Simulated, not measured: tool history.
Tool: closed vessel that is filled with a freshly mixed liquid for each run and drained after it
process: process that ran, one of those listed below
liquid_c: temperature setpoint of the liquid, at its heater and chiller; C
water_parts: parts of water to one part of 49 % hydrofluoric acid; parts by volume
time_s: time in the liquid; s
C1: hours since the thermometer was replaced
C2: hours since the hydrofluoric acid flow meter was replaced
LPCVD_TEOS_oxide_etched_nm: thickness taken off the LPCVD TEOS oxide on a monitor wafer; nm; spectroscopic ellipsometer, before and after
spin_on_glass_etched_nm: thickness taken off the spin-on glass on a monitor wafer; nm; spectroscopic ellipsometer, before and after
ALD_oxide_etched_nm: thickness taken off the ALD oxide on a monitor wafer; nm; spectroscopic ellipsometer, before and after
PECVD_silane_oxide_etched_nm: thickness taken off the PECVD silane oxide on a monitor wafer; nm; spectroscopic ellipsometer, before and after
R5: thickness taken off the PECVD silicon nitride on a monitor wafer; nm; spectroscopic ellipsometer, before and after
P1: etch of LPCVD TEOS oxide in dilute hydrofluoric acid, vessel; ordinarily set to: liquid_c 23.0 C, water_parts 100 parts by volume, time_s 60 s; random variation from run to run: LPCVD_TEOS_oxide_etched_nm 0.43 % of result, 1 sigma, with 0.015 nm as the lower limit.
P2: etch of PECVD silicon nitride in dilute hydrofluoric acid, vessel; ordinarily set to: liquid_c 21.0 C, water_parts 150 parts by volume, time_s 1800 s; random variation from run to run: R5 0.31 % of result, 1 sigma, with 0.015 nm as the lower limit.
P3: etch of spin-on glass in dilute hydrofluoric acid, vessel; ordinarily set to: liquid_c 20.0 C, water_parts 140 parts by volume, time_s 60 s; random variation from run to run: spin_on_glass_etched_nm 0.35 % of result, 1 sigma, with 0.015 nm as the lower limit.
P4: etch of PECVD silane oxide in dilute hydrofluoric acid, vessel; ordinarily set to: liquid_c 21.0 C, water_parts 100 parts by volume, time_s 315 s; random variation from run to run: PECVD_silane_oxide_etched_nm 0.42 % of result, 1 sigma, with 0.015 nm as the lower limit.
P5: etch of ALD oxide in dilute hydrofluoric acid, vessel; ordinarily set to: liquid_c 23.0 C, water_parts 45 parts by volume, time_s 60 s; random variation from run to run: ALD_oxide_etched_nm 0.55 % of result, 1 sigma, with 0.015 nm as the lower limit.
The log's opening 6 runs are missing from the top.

{"run": 7, "hour": 78.4, "process": "P4", "liquid_c": 21.0, "water_parts": 50, "time_s": 315, "C1": 994.9, "C2": 195.1, "PECVD_silane_oxide_etched_nm": 109.56}
{"run": 8, "hour": 91.4, "process": "P2", "liquid_c": 21.0, "water_parts": 150, "time_s": 1800, "C1": 1007.9, "C2": 208.1, "R5": 57.957}
{"run": 9, "hour": 99.1, "process": "P2", "liquid_c": 21.0, "water_parts": 150, "time_s": 1800, "C1": 1015.6, "C2": 215.8, "R5": 57.854}
{"run": 10, "hour": 111.8, "process": "P1", "liquid_c": 23.0, "water_parts": 40, "time_s": 95, "C1": 1028.3, "C2": 228.5, "LPCVD_TEOS_oxide_etched_nm": 140.15}
{"run": 11, "hour": 124.9, "process": "P1", "liquid_c": 23.0, "water_parts": 100, "time_s": 90, "C1": 1041.4, "C2": 241.6, "LPCVD_TEOS_oxide_etched_nm": 49.133}
{"run": 12, "hour": 136.4, "process": "P1", "liquid_c": 23.0, "water_parts": 180, "time_s": 60, "C1": 1052.9, "C2": 253.1, "LPCVD_TEOS_oxide_etched_nm": 16.603}
{"hour": 138.8, "done": "thermometer replaced"}
{"run": 13, "hour": 144.6, "process": "P2", "liquid_c": 21.0, "water_parts": 150, "time_s": 270, "C1": 5.8, "C2": 261.3, "R5": 8.7145}
{"run": 14, "hour": 152.2, "process": "P3", "liquid_c": 20.0, "water_parts": 140, "time_s": 105, "C1": 13.4, "C2": 268.9, "spin_on_glass_etched_nm": 28.164}
{"run": 15, "hour": 162.5, "process": "P3", "liquid_c": 20.0, "water_parts": 140, "time_s": 60, "C1": 23.7, "C2": 279.2, "spin_on_glass_etched_nm": 16.119}
{"run": 16, "hour": 172.4, "process": "P4", "liquid_c": 21.0, "water_parts": 100, "time_s": 515, "C1": 33.6, "C2": 289.1, "PECVD_silane_oxide_etched_nm": 83.825}
{"run": 17, "hour": 182.8, "process": "P5", "liquid_c": 23.0, "water_parts": 45, "time_s": 60, "C1": 44.0, "C2": 299.5, "ALD_oxide_etched_nm": 22.539}
{"run": 18, "hour": 195.0, "process": "P1", "liquid_c": 23.0, "water_parts": 100, "time_s": 30, "C1": 56.2, "C2": 311.7, "LPCVD_TEOS_oxide_etched_nm": 16.359}
{"run": 19, "hour": 209.5, "process": "P5", "liquid_c": 23.0, "water_parts": 80, "time_s": 60, "C1": 70.7, "C2": 326.2, "ALD_oxide_etched_nm": 12.14}
{"run": 20, "hour": 218.5, "process": "P1", "liquid_c": 30.5, "water_parts": 100, "time_s": 60, "C1": 79.7, "C2": 335.2, "LPCVD_TEOS_oxide_etched_nm": 43.627}
{"run": 21, "hour": 225.2, "process": "P5", "liquid_c": 23.0, "water_parts": 45, "time_s": 110, "C1": 86.4, "C2": 341.9, "ALD_oxide_etched_nm": 41.662}
{"run": 22, "hour": 233.3, "process": "P4", "liquid_c": 17.0, "water_parts": 100, "time_s": 315, "C1": 94.5, "C2": 350.0, "PECVD_silane_oxide_etched_nm": 43.525}
{"run": 23, "hour": 247.8, "process": "P2", "liquid_c": 17.0, "water_parts": 150, "time_s": 1800, "C1": 109.0, "C2": 364.5, "R5": 44.257}
{"run": 24, "hour": 258.6, "process": "P3", "liquid_c": 20.0, "water_parts": 60, "time_s": 60, "C1": 119.8, "C2": 375.3, "spin_on_glass_etched_nm": 41.252}
{"run": 25, "hour": 268.6, "process": "P1", "liquid_c": 23.0, "water_parts": 100, "time_s": 60, "C1": 129.8, "C2": 385.3, "LPCVD_TEOS_oxide_etched_nm": 32.811}

Run 26 comes next. What will it give?
{"run": 26, "hour": 280.6, "process": "P1", "liquid_c": 17.0, "water_parts": 100, "time_s": 60, "C1": 141.8, "C2": 397.3, "LPCVD_TEOS_oxide_etched_nm": "?"}

LPCVD_TEOS_oxide_etched_nm: 25.613 nm

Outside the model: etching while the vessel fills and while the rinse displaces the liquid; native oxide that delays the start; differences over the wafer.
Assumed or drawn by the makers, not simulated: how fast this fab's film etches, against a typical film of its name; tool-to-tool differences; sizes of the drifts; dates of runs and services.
